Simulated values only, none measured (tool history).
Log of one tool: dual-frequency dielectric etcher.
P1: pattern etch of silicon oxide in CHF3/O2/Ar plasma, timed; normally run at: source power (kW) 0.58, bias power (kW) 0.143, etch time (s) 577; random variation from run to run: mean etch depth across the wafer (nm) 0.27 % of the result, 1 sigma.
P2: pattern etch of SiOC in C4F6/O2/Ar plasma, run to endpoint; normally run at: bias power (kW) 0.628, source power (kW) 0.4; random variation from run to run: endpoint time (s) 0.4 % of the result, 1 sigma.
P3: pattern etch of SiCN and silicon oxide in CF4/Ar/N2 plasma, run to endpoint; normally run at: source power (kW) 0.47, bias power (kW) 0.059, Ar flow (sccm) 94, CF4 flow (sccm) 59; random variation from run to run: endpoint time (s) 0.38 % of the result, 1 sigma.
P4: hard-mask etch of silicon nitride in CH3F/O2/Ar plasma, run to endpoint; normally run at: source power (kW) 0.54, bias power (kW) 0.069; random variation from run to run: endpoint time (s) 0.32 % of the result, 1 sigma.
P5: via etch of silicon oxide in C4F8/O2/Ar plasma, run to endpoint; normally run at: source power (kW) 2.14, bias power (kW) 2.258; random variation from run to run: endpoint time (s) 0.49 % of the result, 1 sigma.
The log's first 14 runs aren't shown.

| run | hour | process that ran | source power (kW) | bias power (kW) | etch time (s) | Ar flow (sccm) | CF4 flow (sccm) | mean etch depth across the wafer (nm) | endpoint time (s) |
|---|---|---|---|---|---|---|---|---|---|
| 15 | 51.3 | P4 | 0.68 | 0.069 |  |  |  |  | 47.702 |
| 16 | 55.2 | P1 | 0.44 | 0.143 | 459 |  |  | 765.18 |  |
| 17 | 58.6 | P1 | 0.58 | 0.189 | 829.5 |  |  | 1687.9 |  |
| 18 | 61.6 | P1 | 0.77 | 0.143 | 342 |  |  | 706.6 |  |
| 19 | 66.1 | P2 | 0.23 | 0.628 |  |  |  |  | 15.778 |
| 20 | 69.1 | P2 | 0.4 | 0.628 |  |  |  |  | 12.919 |
| 21 | 72 | P1 | 0.58 | 0.143 | 317.5 |  |  | 587.48 |  |
| 22 | 76.1 | P1 | 0.58 | 0.143 | 577 |  |  | 1073.3 |  |
| 23 | 79.8 | P1 | 0.58 | 0.143 | 577 |  |  | 1073.3 |  |
| 24 | 82.8 | P1 | 0.58 | 0.143 | 577 |  |  | 1070.3 |  |
| 25 | 86.4 | P4 | 0.54 | 0.042 |  |  |  |  | 60.633 |
| 26 | 90.4 | P3 | 0.47 | 0.075 |  | 94 | 59 |  | 11.267 |
| 27 | 94.1 | P1 | 0.58 | 0.176 | 577 |  |  | 1146 |  |
| 28 | 96.9 | P3 | 0.47 | 0.059 |  | 126 | 59 |  | 12.868 |
| 29 | 99.2 | P4 | 0.54 | 0.069 |  |  |  |  | 52.015 |
| 30 | 103.4 | P1 | 0.58 | 0.143 | 577 |  |  | 1073.3 |  |
| 31 | 107.6 | P1 | 0.58 | 0.143 | 577 |  |  | 1066.2 |  |
| 32 | 110.4 | P1 | 0.58 | 0.143 | 577 |  |  | 1054.2 |  |
| 33 | 113.1 | P1 | 0.58 | 0.143 | 577 |  |  | 1057.4 |  |
| 34 | 116.2 | P1 | 0.58 | 0.143 | 577 |  |  | 1060.1 |  |
|  | 119.1 | wet clean of the chamber |
| 35 | 120.6 | P1 | 0.58 | 0.143 | 577 |  |  | 1057.6 |  |
| 36 | 123.4 | P1 | 0.58 | 0.143 | 577 |  |  | 1060.1 |  |
| 37 | 127.5 | P1 | 0.58 | 0.143 | 577 |  |  | 1053.9 |  |
| 38 | 129.6 | P1 | 0.58 | 0.143 | 577 |  |  | 1053.8 |  |

The next listed run, before its measurement:
| 39 | 133.4 | P1 | 0.58 | 0.143 | 577 |  |  | ? |  |

{"run 39": {"mean etch depth across the wafer (nm)": 1055.9}}
